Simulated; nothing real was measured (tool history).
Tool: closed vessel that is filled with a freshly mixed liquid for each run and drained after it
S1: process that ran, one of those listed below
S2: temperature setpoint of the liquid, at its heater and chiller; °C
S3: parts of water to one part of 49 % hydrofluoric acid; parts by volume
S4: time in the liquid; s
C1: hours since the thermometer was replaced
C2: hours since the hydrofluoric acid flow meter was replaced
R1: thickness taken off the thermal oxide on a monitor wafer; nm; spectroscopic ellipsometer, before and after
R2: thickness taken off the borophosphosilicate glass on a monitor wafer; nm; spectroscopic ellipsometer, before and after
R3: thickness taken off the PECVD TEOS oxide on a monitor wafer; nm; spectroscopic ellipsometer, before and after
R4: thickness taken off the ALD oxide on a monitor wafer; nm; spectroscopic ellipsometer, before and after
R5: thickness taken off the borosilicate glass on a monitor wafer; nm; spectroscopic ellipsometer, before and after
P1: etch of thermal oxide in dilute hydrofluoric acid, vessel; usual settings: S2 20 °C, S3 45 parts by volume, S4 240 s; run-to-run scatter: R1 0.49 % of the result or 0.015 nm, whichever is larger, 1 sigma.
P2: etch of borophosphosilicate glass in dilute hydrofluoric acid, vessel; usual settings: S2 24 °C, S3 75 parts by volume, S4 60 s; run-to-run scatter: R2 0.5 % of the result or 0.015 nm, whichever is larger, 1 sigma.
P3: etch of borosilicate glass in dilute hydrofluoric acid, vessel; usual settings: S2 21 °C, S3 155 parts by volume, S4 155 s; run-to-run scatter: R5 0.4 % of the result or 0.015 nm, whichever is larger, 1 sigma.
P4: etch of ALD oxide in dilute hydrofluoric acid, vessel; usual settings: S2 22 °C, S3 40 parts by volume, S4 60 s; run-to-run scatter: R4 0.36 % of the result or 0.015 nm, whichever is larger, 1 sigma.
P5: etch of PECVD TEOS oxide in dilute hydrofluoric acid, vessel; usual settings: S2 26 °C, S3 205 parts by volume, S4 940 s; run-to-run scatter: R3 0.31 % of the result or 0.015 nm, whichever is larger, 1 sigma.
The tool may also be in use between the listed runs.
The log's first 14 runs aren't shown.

run 15 hour=164 | S1=P2 S2=31 S3=75 S4=60 | C1=806.2 C2=657.4 | R2=51.077
run 16 hour=170.8 | S1=P3 S2=21 S3=35 S4=155 | C1=813 C2=664.2 | R5=112.79
run 17 hour=182.3 | S1=P1 S2=17 S3=45 S4=240 | C1=824.5 C2=675.7 | R1=20.055
run 18 hour=193.5 | S1=P1 S2=20 S3=45 S4=240 | C1=835.7 C2=686.9 | R1=23.062
run 19 hour=199.7 | S1=P1 S2=20 S3=45 S4=240 | C1=841.9 C2=693.1 | R1=22.543
run 20 hour=214 | S1=P5 S2=26 S3=205 S4=940 | C1=856.2 C2=707.4 | R3=37.556
run 21 hour=222.5 | S1=P3 S2=21 S3=155 S4=295 | C1=864.7 C2=715.9 | R5=42.465
run 22 hour=229 | S1=P4 S2=22 S3=40 S4=60 | C1=871.2 C2=722.4 | R4=15.727
run 23 hour=240.8 | S1=P1 S2=20 S3=45 S4=240 | C1=883 C2=734.2 | R1=22.593
run 24 hour=247.4 | S1=P4 S2=22 S3=40 S4=60 | C1=889.6 C2=740.8 | R4=15.82

Run 25 comes next. What will it give?
run 25 hour=260.9 | S1=P3 S2=17 S3=155 S4=155 | C1=903.1 C2=754.3 | R5=?

{"run 25": {"R5": 18.934}}
